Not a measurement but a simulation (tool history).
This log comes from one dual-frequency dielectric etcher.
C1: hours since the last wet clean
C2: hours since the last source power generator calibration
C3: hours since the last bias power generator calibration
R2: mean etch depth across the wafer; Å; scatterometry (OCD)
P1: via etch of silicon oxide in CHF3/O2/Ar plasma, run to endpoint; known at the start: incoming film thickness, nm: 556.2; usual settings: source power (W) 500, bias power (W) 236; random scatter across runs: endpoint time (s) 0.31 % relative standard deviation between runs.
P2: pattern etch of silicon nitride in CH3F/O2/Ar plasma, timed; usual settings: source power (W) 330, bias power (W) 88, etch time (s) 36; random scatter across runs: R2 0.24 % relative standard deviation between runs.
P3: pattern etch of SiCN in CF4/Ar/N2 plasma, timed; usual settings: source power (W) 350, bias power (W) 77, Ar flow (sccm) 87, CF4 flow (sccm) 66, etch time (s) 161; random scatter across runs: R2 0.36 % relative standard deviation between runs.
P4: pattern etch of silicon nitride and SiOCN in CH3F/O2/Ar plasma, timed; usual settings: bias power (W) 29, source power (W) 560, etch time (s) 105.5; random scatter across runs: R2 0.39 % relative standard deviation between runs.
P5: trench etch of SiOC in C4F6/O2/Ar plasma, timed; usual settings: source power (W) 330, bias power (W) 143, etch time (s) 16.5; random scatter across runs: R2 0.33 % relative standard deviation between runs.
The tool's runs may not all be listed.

{"run": 1, "hour": 7.2, "process that ran": "P1", "source power (W)": 500, "bias power (W)": 236, "C1": 288.4, "C2": 889.1, "C3": 221.2, "endpoint time (s)": 272.22}
{"run": 2, "hour": 10.6, "process that ran": "P2", "source power (W)": 330, "bias power (W)": 61, "etch time (s)": 36, "C1": 291.8, "C2": 892.5, "C3": 224.6, "R2": 222.33}
{"run": 3, "hour": 17.8, "process that ran": "P2", "source power (W)": 450, "bias power (W)": 88, "etch time (s)": 36, "C1": 299, "C2": 899.7, "C3": 231.8, "R2": 285.03}
{"run": 4, "hour": 23.8, "process that ran": "P3", "source power (W)": 350, "bias power (W)": 77, "etch time (s)": 161, "Ar flow (sccm)": 87, "CF4 flow (sccm)": 66, "C1": 305, "C2": 905.7, "C3": 237.8, "R2": 1145.5}
{"run": 5, "hour": 28.1, "process that ran": "P5", "source power (W)": 330, "bias power (W)": 143, "etch time (s)": 11, "C1": 309.3, "C2": 910, "C3": 242.1, "R2": 197.69}
{"run": 6, "hour": 33.7, "process that ran": "P1", "source power (W)": 620, "bias power (W)": 236, "C1": 314.9, "C2": 915.6, "C3": 247.7, "endpoint time (s)": 250.86}
{"run": 7, "hour": 37.2, "process that ran": "P4", "source power (W)": 450, "bias power (W)": 29, "etch time (s)": 105.5, "C1": 318.4, "C2": 919.1, "C3": 251.2, "R2": 165.22}
{"run": 8, "hour": 41.6, "process that ran": "P3", "source power (W)": 350, "bias power (W)": 106, "etch time (s)": 161, "Ar flow (sccm)": 87, "CF4 flow (sccm)": 66, "C1": 322.8, "C2": 923.5, "C3": 255.6, "R2": 1280.3}
{"run": 9, "hour": 47.5, "process that ran": "P3", "source power (W)": 350, "bias power (W)": 77, "etch time (s)": 161, "Ar flow (sccm)": 87, "CF4 flow (sccm)": 48, "C1": 328.7, "C2": 929.4, "C3": 261.5, "R2": 1090.9}
{"run": 10, "hour": 54.5, "process that ran": "P1", "source power (W)": 500, "bias power (W)": 150, "C1": 335.7, "C2": 936.4, "C3": 268.5, "endpoint time (s)": 318.85}
{"run": 11, "hour": 61.7, "process that ran": "P3", "source power (W)": 250, "bias power (W)": 77, "etch time (s)": 161, "Ar flow (sccm)": 87, "CF4 flow (sccm)": 66, "C1": 342.9, "C2": 943.6, "C3": 275.7, "R2": 859.04}
{"run": 12, "hour": 68.5, "process that ran": "P1", "source power (W)": 410, "bias power (W)": 236, "C1": 349.7, "C2": 950.4, "C3": 282.5, "endpoint time (s)": 293.83}
{"run": 13, "hour": 73.5, "process that ran": "P1", "source power (W)": 500, "bias power (W)": 236, "C1": 354.7, "C2": 955.4, "C3": 287.5, "endpoint time (s)": 271.72}
{"run": 14, "hour": 79.0, "process that ran": "P4", "source power (W)": 560, "bias power (W)": 29, "etch time (s)": 70.5, "C1": 360.2, "C2": 960.9, "C3": 293, "R2": 118.72}
{"run": 15, "hour": 86.5, "process that ran": "P3", "source power (W)": 350, "bias power (W)": 77, "etch time (s)": 161, "Ar flow (sccm)": 87, "CF4 flow (sccm)": 66, "C1": 367.7, "C2": 968.4, "C3": 300.5, "R2": 1140.6}
{"run": 16, "hour": 92.5, "process that ran": "P4", "source power (W)": 560, "bias power (W)": 29, "etch time (s)": 105.5, "C1": 373.7, "C2": 974.4, "C3": 306.5, "R2": 178.1}
{"run": 17, "hour": 96.4, "process that ran": "P5", "source power (W)": 330, "bias power (W)": 143, "etch time (s)": 16.5, "C1": 377.6, "C2": 978.3, "C3": 310.4, "R2": 297.59}
{"run": 18, "hour": 101.5, "process that ran": "P1", "source power (W)": 380, "bias power (W)": 324, "C1": 382.7, "C2": 983.4, "C3": 315.5, "endpoint time (s)": 267.99}
{"run": 19, "hour": 107.5, "process that ran": "P4", "source power (W)": 560, "bias power (W)": 24, "etch time (s)": 105.5, "C1": 388.7, "C2": 989.4, "C3": 321.5, "R2": 163.12}
{"run": 20, "hour": 113.9, "process that ran": "P2", "source power (W)": 330, "bias power (W)": 88, "etch time (s)": 36, "C1": 395.1, "C2": 995.8, "C3": 327.9, "R2": 253.92}
{"run": 21, "hour": 118.6, "process that ran": "P1", "source power (W)": 500, "bias power (W)": 236, "C1": 399.8, "C2": 1000.5, "C3": 332.6, "endpoint time (s)": 274.14}

Forecast run 22:
{"run": 22, "hour": 122.9, "process that ran": "P3", "source power (W)": 350, "bias power (W)": 77, "etch time (s)": 196, "Ar flow (sccm)": 87, "CF4 flow (sccm)": 66, "C1": 404.1, "C2": 1004.8, "C3": 336.9, "R2": "?"}

Run 22 came out at R2 1393.9 Å.

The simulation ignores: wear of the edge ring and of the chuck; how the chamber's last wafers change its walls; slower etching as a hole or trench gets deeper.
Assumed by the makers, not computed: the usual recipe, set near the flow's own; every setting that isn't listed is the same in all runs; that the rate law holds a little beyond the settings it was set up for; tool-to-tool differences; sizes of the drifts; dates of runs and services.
